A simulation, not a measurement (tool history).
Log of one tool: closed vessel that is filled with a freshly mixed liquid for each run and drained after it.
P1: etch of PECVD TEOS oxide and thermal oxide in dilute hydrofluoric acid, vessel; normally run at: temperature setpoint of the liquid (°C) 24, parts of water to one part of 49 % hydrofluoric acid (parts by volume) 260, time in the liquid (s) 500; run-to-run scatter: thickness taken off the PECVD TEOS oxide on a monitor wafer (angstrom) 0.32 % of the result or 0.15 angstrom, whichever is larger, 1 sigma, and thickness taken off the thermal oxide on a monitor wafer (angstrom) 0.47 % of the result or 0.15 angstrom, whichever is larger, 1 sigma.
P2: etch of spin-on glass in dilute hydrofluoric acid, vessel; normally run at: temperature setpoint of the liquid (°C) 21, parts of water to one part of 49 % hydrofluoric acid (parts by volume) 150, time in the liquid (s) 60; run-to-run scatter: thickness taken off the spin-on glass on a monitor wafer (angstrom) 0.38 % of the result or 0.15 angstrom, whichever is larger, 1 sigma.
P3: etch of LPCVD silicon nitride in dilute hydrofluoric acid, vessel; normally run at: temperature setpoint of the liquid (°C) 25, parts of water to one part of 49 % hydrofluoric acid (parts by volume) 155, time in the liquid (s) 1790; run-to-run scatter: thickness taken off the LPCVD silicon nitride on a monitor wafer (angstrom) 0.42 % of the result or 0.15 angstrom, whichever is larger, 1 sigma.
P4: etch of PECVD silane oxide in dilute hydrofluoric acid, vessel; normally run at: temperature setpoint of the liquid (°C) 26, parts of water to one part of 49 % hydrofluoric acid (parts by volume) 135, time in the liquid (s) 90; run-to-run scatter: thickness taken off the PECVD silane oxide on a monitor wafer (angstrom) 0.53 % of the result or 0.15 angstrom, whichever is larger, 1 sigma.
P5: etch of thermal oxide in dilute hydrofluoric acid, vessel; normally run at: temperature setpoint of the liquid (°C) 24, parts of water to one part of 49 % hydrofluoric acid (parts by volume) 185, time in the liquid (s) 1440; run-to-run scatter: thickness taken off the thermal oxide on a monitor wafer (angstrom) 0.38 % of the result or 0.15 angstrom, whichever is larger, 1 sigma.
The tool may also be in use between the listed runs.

| run | hour | process that ran | temperature setpoint of the liquid (°C) | parts of water to one part of 49 % hydrofluoric acid (parts by volume) | time in the liquid (s) | hours since the thermometer was replaced | hours since the hydrofluoric acid flow meter was replaced | thickness taken off the PECVD TEOS oxide on a monitor wafer (angstrom) | thickness taken off the thermal oxide on a monitor wafer (angstrom) | thickness taken off the PECVD silane oxide on a monitor wafer (angstrom) | thickness taken off the spin-on glass on a monitor wafer (angstrom) | thickness taken off the LPCVD silicon nitride on a monitor wafer (angstrom) |
|---|---|---|---|---|---|---|---|---|---|---|---|---|
| 1 | 4.2 | P1 | 24 | 260 | 500 | 641.3 | 203.2 | 241.74 | 72.712 |  |  |  |
| 2 | 9 | P4 | 19 | 135 | 90 | 646.1 | 208 |  |  | 177.98 |  |  |
| 3 | 12.5 | P5 | 24 | 185 | 1440 | 649.6 | 211.5 |  | 325.01 |  |  |  |
| 4 | 16.2 | P1 | 24 | 260 | 500 | 653.3 | 215.2 | 240.76 | 72.456 |  |  |  |
| 5 | 20.3 | P1 | 30 | 260 | 500 | 657.4 | 219.3 | 297.36 | 88.855 |  |  |  |
| 6 | 24.3 | P1 | 24 | 260 | 500 | 661.4 | 223.3 | 242.04 | 72.361 |  |  |  |
| 7 | 28.3 | P2 | 21 | 150 | 60 | 665.4 | 227.3 |  |  |  | 89.132 |  |
| 8 | 33.4 | P1 | 17 | 260 | 500 | 670.5 | 232.4 | 187.07 | 56.769 |  |  |  |
| 9 | 36.2 | P5 | 24 | 275 | 1440 | 673.3 | 235.2 |  | 201.37 |  |  |  |
| 10 | 39 | P3 | 25 | 260 | 1790 | 676.1 | 238 |  |  |  |  | 36.922 |
| 11 | 44 | P3 | 25 | 155 | 2665 | 681.1 | 243 |  |  |  |  | 92.049 |
| 12 | 49.5 | P2 | 21 | 240 | 60 | 686.6 | 248.5 |  |  |  | 50.384 |  |
| 13 | 53.4 | P2 | 17 | 150 | 60 | 690.5 | 252.4 |  |  |  | 75.487 |  |
| 14 | 58.5 | P4 | 26 | 135 | 160 | 695.6 | 257.5 |  |  | 418.87 |  |  |
| 15 | 61.1 | P1 | 24 | 260 | 500 | 698.2 | 260.1 | 240.21 | 72.651 |  |  |  |
| 16 | 66.7 | P5 | 24 | 185 | 1440 | 703.8 | 265.7 |  | 329.29 |  |  |  |
| 17 | 72.2 | P1 | 24 | 355 | 500 | 709.3 | 271.2 | 162.15 | 48.848 |  |  |  |
| 18 | 77.1 | P3 | 18.5 | 155 | 1790 | 714.2 | 276.1 |  |  |  |  | 39.933 |
| 19 | 82.6 | P4 | 26 | 230 | 90 | 719.7 | 281.6 |  |  | 122.88 |  |  |
| 20 | 86.9 | P4 | 26 | 135 | 90 | 724 | 285.9 |  |  | 233.5 |  |  |
| 21 | 92.1 | P5 | 24 | 185 | 2165 | 729.2 | 291.1 |  | 493 |  |  |  |
| 22 | 95.6 | P1 | 29 | 160 | 500 | 732.7 | 294.6 | 529.14 | 158.06 |  |  |  |
| 23 | 100.9 | P5 | 18 | 185 | 1440 | 738 | 299.9 |  | 260.85 |  |  |  |
| 24 | 103.9 | P2 | 21 | 150 | 95 | 741 | 302.9 |  |  |  | 141.39 |  |
| 25 | 108.4 | P1 | 24 | 260 | 275 | 745.5 | 307.4 | 132.5 | 39.976 |  |  |  |
| 26 | 110.9 | P1 | 24 | 260 | 500 | 748 | 309.9 | 241.32 | 72.653 |  |  |  |
| 27 | 114.1 | P4 | 26 | 135 | 90 | 751.2 | 313.1 |  |  | 234.1 |  |  |
| 28 | 118.3 | P1 | 24 | 115 | 500 | 755.4 | 317.3 | 640.68 | 192.22 |  |  |  |
| 29 | 122.4 | P3 | 25 | 155 | 1790 | 759.5 | 321.4 |  |  |  |  | 61.083 |
| 30 | 127.8 | P2 | 21 | 150 | 60 | 764.9 | 326.8 |  |  |  | 88.797 |  |
| 31 | 132.1 | P1 | 24 | 260 | 960 | 769.2 | 331.1 | 464.32 | 139.22 |  |  |  |
| 32 | 136.7 | P1 | 24 | 260 | 500 | 773.8 | 335.7 | 241.91 | 72.727 |  |  |  |
| 33 | 140.5 | P1 | 24 | 260 | 500 | 777.6 | 339.5 | 238.56 | 70.773 |  |  |  |
| 34 | 146 | P1 | 24 | 260 | 500 | 783.1 | 345 | 233.63 | 70.244 |  |  |  |
| 35 | 148.5 | P1 | 24 | 260 | 500 | 785.6 | 347.5 | 232.61 | 69.54 |  |  |  |

The next listed run, before its measurement:
| 36 | 153.5 | P1 | 24 | 260 | 500 | 790.6 | 352.5 | ? | ? |  |  |  |

{"run 36": {"thickness taken off the PECVD TEOS oxide on a monitor wafer (angstrom)": 231.85, "thickness taken off the thermal oxide on a monitor wafer (angstrom)": 69.331}}

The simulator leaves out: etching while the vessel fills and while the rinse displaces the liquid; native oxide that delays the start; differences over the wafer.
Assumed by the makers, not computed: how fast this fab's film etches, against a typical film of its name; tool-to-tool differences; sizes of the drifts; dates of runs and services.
